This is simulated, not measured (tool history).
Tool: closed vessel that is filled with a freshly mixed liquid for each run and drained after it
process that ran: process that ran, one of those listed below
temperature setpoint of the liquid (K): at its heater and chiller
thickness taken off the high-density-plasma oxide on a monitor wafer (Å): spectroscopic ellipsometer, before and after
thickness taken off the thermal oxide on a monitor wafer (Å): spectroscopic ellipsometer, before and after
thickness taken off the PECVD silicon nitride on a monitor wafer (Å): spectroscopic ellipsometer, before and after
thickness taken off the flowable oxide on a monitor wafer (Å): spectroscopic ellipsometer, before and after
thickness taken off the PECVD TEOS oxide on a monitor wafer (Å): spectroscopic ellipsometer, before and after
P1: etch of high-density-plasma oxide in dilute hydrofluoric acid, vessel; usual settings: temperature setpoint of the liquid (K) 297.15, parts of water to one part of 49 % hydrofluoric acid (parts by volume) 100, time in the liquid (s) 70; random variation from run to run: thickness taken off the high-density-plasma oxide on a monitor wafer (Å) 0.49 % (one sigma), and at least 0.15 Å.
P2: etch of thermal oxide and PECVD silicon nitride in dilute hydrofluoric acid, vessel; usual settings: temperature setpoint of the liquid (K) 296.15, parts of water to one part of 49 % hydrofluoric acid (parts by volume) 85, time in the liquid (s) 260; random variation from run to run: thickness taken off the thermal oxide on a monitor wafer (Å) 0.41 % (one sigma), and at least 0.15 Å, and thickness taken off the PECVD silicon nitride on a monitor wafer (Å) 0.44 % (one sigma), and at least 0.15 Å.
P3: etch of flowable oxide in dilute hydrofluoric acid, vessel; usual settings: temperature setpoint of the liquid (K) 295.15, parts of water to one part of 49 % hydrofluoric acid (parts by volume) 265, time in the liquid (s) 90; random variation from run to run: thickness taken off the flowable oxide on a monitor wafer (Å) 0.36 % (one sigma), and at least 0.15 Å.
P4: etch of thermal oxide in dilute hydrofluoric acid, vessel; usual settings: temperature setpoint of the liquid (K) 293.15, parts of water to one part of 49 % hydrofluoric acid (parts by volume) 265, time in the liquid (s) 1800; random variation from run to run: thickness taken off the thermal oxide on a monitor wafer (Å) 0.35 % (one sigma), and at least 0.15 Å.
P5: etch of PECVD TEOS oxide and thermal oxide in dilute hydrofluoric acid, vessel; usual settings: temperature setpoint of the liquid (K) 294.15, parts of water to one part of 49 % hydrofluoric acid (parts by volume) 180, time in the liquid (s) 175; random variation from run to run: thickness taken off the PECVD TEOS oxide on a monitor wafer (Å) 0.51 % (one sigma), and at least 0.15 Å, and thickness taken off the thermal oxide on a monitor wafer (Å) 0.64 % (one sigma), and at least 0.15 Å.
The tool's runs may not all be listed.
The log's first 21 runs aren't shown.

run   hour  process that ran  temperature setpoint of the liquid (K)  parts of water to one part of 49 % hydrofluoric acid (parts by volume)  time in the liquid (s)  hours since the thermometer was replaced  hours since the hydrofluoric acid flow meter was replaced  thickness taken off the high-density-plasma oxide on a monitor wafer (Å)  thickness taken off the thermal oxide on a monitor wafer (Å)  thickness taken off the PECVD silicon nitride on a monitor wafer (Å)  thickness taken off the flowable oxide on a monitor wafer (Å)  thickness taken off the PECVD TEOS oxide on a monitor wafer (Å)
 22  265.6                P1                                  297.15                                                                      20                      70                                      21.9                                                      562.7                                                                    258.42
 23  279.1                P1                                  301.15                                                                     100                      70                                      35.4                                                      576.2                                                                    54.663
 24  293.7                P4                                  300.15                                                                     265                    1800                                        50                                                      590.8                                                                                                                                  310.27
 25  306.4                P2                                  303.65                                                                      85                     260                                      62.7                                                      603.5                                                                                                                                  201.42                                                                 78.13
 26  319.7                P1                                  290.65                                                                     100                      70                                        76                                                      616.8                                                                    35.713
 27  329.7                P5                                  294.15                                                                     180                     175                                        86                                                      626.8                                                                                                                                  36.692                                                                                                                                                                                                 115.9
 28  341.9                P2                                  296.15                                                                      85                     490                                      98.2                                                        639                                                                                                                                  284.87                                                                90.848
 29  355.2                P4                                  293.15                                                                     265                    1800                                     111.5                                                      652.3                                                                                                                                  240.27

Run 30 comes next. What will it give?
 30  369.1                P4                                  293.15                                                                      70                    1800                                     125.4                                                      666.2                                                                                                                                       ?

{"run 30": {"thickness taken off the thermal oxide on a monitor wafer (Å)": 1111.2}}

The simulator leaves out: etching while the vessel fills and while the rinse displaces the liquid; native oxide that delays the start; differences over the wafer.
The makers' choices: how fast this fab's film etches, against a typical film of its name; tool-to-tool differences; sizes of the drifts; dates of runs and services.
